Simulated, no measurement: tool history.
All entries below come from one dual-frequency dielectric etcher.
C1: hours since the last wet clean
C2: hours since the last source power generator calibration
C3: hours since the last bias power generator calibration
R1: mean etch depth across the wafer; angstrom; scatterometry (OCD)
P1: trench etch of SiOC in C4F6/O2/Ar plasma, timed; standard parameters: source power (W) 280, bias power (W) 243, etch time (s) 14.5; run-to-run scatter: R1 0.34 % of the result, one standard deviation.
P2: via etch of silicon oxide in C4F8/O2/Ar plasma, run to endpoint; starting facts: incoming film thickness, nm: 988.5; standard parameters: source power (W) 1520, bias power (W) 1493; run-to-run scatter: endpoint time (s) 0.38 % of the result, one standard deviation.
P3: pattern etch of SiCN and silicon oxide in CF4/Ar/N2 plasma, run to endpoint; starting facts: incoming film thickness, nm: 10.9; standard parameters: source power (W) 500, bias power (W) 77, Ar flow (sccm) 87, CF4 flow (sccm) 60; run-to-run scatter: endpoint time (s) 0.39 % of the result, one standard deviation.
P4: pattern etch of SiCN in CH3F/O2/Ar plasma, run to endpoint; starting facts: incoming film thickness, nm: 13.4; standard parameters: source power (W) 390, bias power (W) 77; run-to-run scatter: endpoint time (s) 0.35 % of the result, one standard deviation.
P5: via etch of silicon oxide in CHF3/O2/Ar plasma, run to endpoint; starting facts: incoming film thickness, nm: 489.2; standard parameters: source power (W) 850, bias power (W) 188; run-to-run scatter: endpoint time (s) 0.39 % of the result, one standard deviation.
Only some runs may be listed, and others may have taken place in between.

run 1 hour=9.5 | process_that_ran=P1 source_power_(W)=280 bias_power_(W)=243 etch_time_(s)=14.5 | C1=178.5 C2=755.4 C3=1300.4 | R1=293.21
run 2 hour=14.2 | process_that_ran=P2 source_power_(W)=1520 bias_power_(W)=2009 | C1=183.2 C2=760.1 C3=1305.1 | endpoint_time_(s)=218.62
run 3 hour=18.7 | process_that_ran=P3 source_power_(W)=650 bias_power_(W)=77 Ar_flow_(sccm)=87 CF4_flow_(sccm)=60 | C1=187.7 C2=764.6 C3=1309.6 | endpoint_time_(s)=8.6021
run 4 hour=24.8 | process_that_ran=P1 source_power_(W)=280 bias_power_(W)=243 etch_time_(s)=14.5 | C1=193.8 C2=770.7 C3=1315.7 | R1=294.78
run 5 hour=30.6 | process_that_ran=P4 source_power_(W)=390 bias_power_(W)=77 | C1=199.6 C2=776.5 C3=1321.5 | endpoint_time_(s)=34.462
run 6 hour=36.9 | process_that_ran=P5 source_power_(W)=850 bias_power_(W)=188 | C1=205.9 C2=782.8 C3=1327.8 | endpoint_time_(s)=217.86
run 7 hour=44.9 | process_that_ran=P1 source_power_(W)=280 bias_power_(W)=243 etch_time_(s)=14.5 | C1=213.9 C2=790.8 C3=1335.8 | R1=294.94
run 8 hour=53.3 | process_that_ran=P3 source_power_(W)=500 bias_power_(W)=77 Ar_flow_(sccm)=87 CF4_flow_(sccm)=60 | C1=222.3 C2=799.2 C3=1344.2 | endpoint_time_(s)=10.861
run 9 hour=61 | process_that_ran=P1 source_power_(W)=280 bias_power_(W)=243 etch_time_(s)=14.5 | C1=230 C2=806.9 C3=1351.9 | R1=293
run 10 hour=65.4 | process_that_ran=P1 source_power_(W)=280 bias_power_(W)=289 etch_time_(s)=8 | C1=234.4 C2=811.3 C3=1356.3 | R1=170.68
run 11 hour=72.1 | process_that_ran=P1 source_power_(W)=280 bias_power_(W)=243 etch_time_(s)=14.5 | C1=241.1 C2=818 C3=1363 | R1=294.09
run 12 hour=79.2 | process_that_ran=P4 source_power_(W)=390 bias_power_(W)=100 | C1=248.2 C2=825.1 C3=1370.1 | endpoint_time_(s)=31.317
run 13 hour=83.9 | process_that_ran=P2 source_power_(W)=1520 bias_power_(W)=1493 | C1=252.9 C2=829.8 C3=1374.8 | endpoint_time_(s)=240.03
run 14 hour=92.6 | process_that_ran=P3 source_power_(W)=500 bias_power_(W)=77 Ar_flow_(sccm)=87 CF4_flow_(sccm)=77 | C1=261.6 C2=838.5 C3=1383.5 | endpoint_time_(s)=10.506
-- hour=93.3 wet clean of the chamber
run 15 hour=100.1 | process_that_ran=P3 source_power_(W)=500 bias_power_(W)=77 Ar_flow_(sccm)=87 CF4_flow_(sccm)=60 | C1=6.9 C2=846 C3=1391 | endpoint_time_(s)=10.89
run 16 hour=107.8 | process_that_ran=P1 source_power_(W)=280 bias_power_(W)=243 etch_time_(s)=18 | C1=14.6 C2=853.7 C3=1398.7 | R1=363.75
run 17 hour=117 | process_that_ran=P1 source_power_(W)=230 bias_power_(W)=243 etch_time_(s)=14.5 | C1=23.8 C2=862.9 C3=1407.9 | R1=271.91
run 18 hour=125.9 | process_that_ran=P1 source_power_(W)=280 bias_power_(W)=243 etch_time_(s)=10.5 | C1=32.7 C2=871.8 C3=1416.8 | R1=211.13
run 19 hour=135.6 | process_that_ran=P1 source_power_(W)=280 bias_power_(W)=178 etch_time_(s)=19.5 | C1=42.4 C2=881.5 C3=1426.5 | R1=354.52
run 20 hour=139.9 | process_that_ran=P3 source_power_(W)=500 bias_power_(W)=49 Ar_flow_(sccm)=87 CF4_flow_(sccm)=60 | C1=46.7 C2=885.8 C3=1430.8 | endpoint_time_(s)=12.47
run 21 hour=148 | process_that_ran=P5 source_power_(W)=850 bias_power_(W)=153 | C1=54.8 C2=893.9 C3=1438.9 | endpoint_time_(s)=233.8
run 22 hour=154.2 | process_that_ran=P2 source_power_(W)=2150 bias_power_(W)=1493 | C1=61 C2=900.1 C3=1445.1 | endpoint_time_(s)=208.1

What does the tool deliver on the next run?
run 23 hour=161.5 | process_that_ran=P4 source_power_(W)=280 bias_power_(W)=77 | C1=68.3 C2=907.4 C3=1452.4 | endpoint_time_(s)=?

For run 23 the tool returned endpoint time (s) 39.133.

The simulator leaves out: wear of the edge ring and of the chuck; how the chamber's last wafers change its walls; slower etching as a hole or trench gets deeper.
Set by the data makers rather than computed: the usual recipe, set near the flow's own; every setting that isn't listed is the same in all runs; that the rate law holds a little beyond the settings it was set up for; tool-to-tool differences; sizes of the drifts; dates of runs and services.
